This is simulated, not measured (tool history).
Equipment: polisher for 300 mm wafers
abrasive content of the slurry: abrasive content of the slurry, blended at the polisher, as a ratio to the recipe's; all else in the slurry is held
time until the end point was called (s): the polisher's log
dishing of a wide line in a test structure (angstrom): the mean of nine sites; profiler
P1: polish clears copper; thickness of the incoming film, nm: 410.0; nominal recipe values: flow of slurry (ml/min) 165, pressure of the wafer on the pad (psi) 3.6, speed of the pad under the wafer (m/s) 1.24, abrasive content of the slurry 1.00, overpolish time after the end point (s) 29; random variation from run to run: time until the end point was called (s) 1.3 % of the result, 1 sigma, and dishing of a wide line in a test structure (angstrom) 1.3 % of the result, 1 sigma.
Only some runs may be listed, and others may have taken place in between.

run   hour  flow of slurry (ml/min)  pressure of the wafer on the pad (psi)  speed of the pad under the wafer (m/s)  abrasive content of the slurry  overpolish time after the end point (s)  time until the end point was called (s)  dishing of a wide line in a test structure (angstrom)
  1    4.3                      165                                     3.6                                    1.24                            1.00                                       29                                   89.628                                                 752.24
  2   10.3                      165                                     3.6                                    1.24                            1.00                                       51                                   93.524                                                1063.80
      15.0  -- head pressure recalibrated
  3   17.8                      165                                     3.6                                    1.24                            0.65                                       29                                  100.210                                                 719.18
  4   25.3                      165                                     3.6                                    1.84                            1.00                                       29                                   61.090                                                 975.01
  5   29.1                      165                                     3.6                                    1.24                            1.50                                       29                                   85.480                                                 800.74
  6   35.4                      165                                     3.6                                    1.24                            1.00                                       29                                   90.005                                                 774.34
  7   42.1                      165                                     3.6                                    1.60                            0.80                                       29                                   73.097                                                 863.12
  8   47.8                      165                                     5.0                                    1.24                            1.00                                       29                                   66.296                                                 952.92
  9   54.9                      165                                     3.6                                    1.24                            1.00                                        9                                   92.120                                                 303.19
 10   61.1                      100                                     3.6                                    1.24                            1.00                                       29                                   99.335                                                 713.10
 11   68.8                      165                                     3.6                                    1.24                            1.00                                       29                                   91.312                                                 761.59
 12   72.8                      165                                     3.6                                    1.24                            1.45                                       16                                   83.483                                                 522.84
 13   76.9                      250                                     3.6                                    1.24                            1.00                                       29                                   84.610                                                 796.51
 14   84.6                      165                                     3.6                                    1.24                            1.00                                       29                                   91.477                                                 751.56
 15   89.7                      165                                     2.2                                    1.24                            1.00                                       29                                  146.320                                                 504.94
 16   96.4                      165                                     3.6                                    0.56                            1.00                                       29                                  197.850                                                 415.08
 17  100.5                      165                                     3.6                                    1.24                            1.00                                       29                                   91.559                                                 766.46
 18  106.9                      165                                     3.6                                    1.24                            1.00                                       29                                   91.163                                                 761.97

Run 19 is up next; what results do you expect?
 19  110.5                      165                                     3.6                                    1.24                            1.00                                       29                                        ?                                                      ?

time until the end point was called (s): 92.369
dishing of a wide line in a test structure (angstrom): 752.09

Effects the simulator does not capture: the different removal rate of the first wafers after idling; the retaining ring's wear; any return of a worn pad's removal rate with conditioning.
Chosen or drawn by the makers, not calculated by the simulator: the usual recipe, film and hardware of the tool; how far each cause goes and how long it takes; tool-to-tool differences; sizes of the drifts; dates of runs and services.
